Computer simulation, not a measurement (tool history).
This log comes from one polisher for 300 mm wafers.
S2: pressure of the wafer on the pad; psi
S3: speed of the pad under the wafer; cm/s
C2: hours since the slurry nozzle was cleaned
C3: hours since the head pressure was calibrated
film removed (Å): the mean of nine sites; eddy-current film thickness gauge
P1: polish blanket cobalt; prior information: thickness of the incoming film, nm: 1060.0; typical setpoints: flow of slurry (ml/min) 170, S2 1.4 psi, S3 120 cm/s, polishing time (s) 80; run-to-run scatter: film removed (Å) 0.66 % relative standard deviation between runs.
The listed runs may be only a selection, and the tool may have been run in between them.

Run 1, hour 12.9: flow of slurry (ml/min) 170, S2 1.4 psi, S3 120 cm/s, polishing time (s) 80; wafers polished on this pad 417; C2 631.6; C3 892.6. Result: film removed (Å) 2819.
Run 2, hour 29: flow of slurry (ml/min) 250, S2 1.4 psi, S3 120 cm/s, polishing time (s) 80; wafers polished on this pad 513; C2 647.7; C3 908.7. Result: film removed (Å) 2951.
Run 3, hour 38.2: flow of slurry (ml/min) 170, S2 1.4 psi, S3 120 cm/s, polishing time (s) 80; wafers polished on this pad 568; C2 656.9; C3 917.9. Result: film removed (Å) 2812.3.
Run 4, hour 48.4: flow of slurry (ml/min) 170, S2 1.4 psi, S3 120 cm/s, polishing time (s) 48; wafers polished on this pad 628; C2 667.1; C3 928.1. Result: film removed (Å) 1679.5.
Run 5, hour 60.7: flow of slurry (ml/min) 170, S2 1.4 psi, S3 120 cm/s, polishing time (s) 117; wafers polished on this pad 702; C2 679.4; C3 940.4. Result: film removed (Å) 4103.7.
At hour 69.6: slurry nozzle cleaned.
Run 6, hour 76.6: flow of slurry (ml/min) 170, S2 1.4 psi, S3 120 cm/s, polishing time (s) 80; wafers polished on this pad 797; C2 7; C3 956.3. Result: film removed (Å) 2808.7.
Run 7, hour 93.1: flow of slurry (ml/min) 170, S2 1.4 psi, S3 120 cm/s, polishing time (s) 80; wafers polished on this pad 895; C2 23.5; C3 972.8. Result: film removed (Å) 2803.9.
Run 8, hour 107.5: flow of slurry (ml/min) 170, S2 0.7 psi, S3 120 cm/s, polishing time (s) 80; wafers polished on this pad 981; C2 37.9; C3 987.2. Result: film removed (Å) 1395.5.
At hour 108.6: head pressure recalibrated.
Run 9, hour 121.9: flow of slurry (ml/min) 100, S2 1.4 psi, S3 120 cm/s, polishing time (s) 80; wafers polished on this pad 1067; C2 52.3; C3 13.3. Result: film removed (Å) 2523.8.
Run 10, hour 136.7: flow of slurry (ml/min) 170, S2 1.4 psi, S3 54 cm/s, polishing time (s) 80; wafers polished on this pad 1155; C2 67.1; C3 28.1. Result: film removed (Å) 1256.3.
Run 11, hour 153: flow of slurry (ml/min) 170, S2 1.4 psi, S3 154 cm/s, polishing time (s) 107; wafers polished on this pad 1252; C2 83.4; C3 44.4. Result: film removed (Å) 4795.6.
Run 12, hour 165.3: flow of slurry (ml/min) 170, S2 1.4 psi, S3 176 cm/s, polishing time (s) 80; wafers polished on this pad 1326; C2 95.7; C3 56.7. Result: film removed (Å) 4103.9.
Run 13, hour 175.5: flow of slurry (ml/min) 170, S2 2.2 psi, S3 120 cm/s, polishing time (s) 80; wafers polished on this pad 1386; C2 105.9; C3 66.9. Result: film removed (Å) 4393.2.
Run 14, hour 190.3: flow of slurry (ml/min) 170, S2 1.4 psi, S3 120 cm/s, polishing time (s) 80; wafers polished on this pad 1475; C2 120.7; C3 81.7. Result: film removed (Å) 2784.3.
Run 15, hour 202.2: flow of slurry (ml/min) 170, S2 1.4 psi, S3 120 cm/s, polishing time (s) 80; wafers polished on this pad 1546; C2 132.6; C3 93.6. Result: film removed (Å) 2788.9.
Run 16, hour 218.3: flow of slurry (ml/min) 170, S2 1.4 psi, S3 120 cm/s, polishing time (s) 80; wafers polished on this pad 1642; C2 148.7; C3 109.7. Result: film removed (Å) 2840.7.
Run 17, hour 228.4: flow of slurry (ml/min) 170, S2 1.4 psi, S3 120 cm/s, polishing time (s) 80; wafers polished on this pad 1702; C2 158.8; C3 119.8. Result: film removed (Å) 2726.9.
Run 18, hour 236.1: flow of slurry (ml/min) 170, S2 1.4 psi, S3 120 cm/s, polishing time (s) 80; wafers polished on this pad 1748; C2 166.5; C3 127.5. Result: film removed (Å) 2714.9.
Run 19, hour 246.6: flow of slurry (ml/min) 170, S2 1.4 psi, S3 120 cm/s, polishing time (s) 80; wafers polished on this pad 1810; C2 177; C3 138. Result: film removed (Å) 2669.6.
Run 20, hour 256.4: flow of slurry (ml/min) 170, S2 1.4 psi, S3 120 cm/s, polishing time (s) 80; wafers polished on this pad 1869; C2 186.8; C3 147.8. Result: film removed (Å) 2637.1.
Run 21, hour 269: flow of slurry (ml/min) 170, S2 1.4 psi, S3 120 cm/s, polishing time (s) 80; wafers polished on this pad 1944; C2 199.4; C3 160.4. Result: film removed (Å) 2628.1.
Run 22, hour 282.2: flow of slurry (ml/min) 170, S2 1.4 psi, S3 120 cm/s, polishing time (s) 80; wafers polished on this pad 2023; C2 212.6; C3 173.6. Result: film removed (Å) 2632.

For run 23, what comes out?
Run 23, hour 292.7: flow of slurry (ml/min) 170, S2 1.4 psi, S3 120 cm/s, polishing time (s) 80; wafers polished on this pad 2085; C2 223.1; C3 184.1. Result: film removed (Å) ?.

film removed (Å): 2601.6

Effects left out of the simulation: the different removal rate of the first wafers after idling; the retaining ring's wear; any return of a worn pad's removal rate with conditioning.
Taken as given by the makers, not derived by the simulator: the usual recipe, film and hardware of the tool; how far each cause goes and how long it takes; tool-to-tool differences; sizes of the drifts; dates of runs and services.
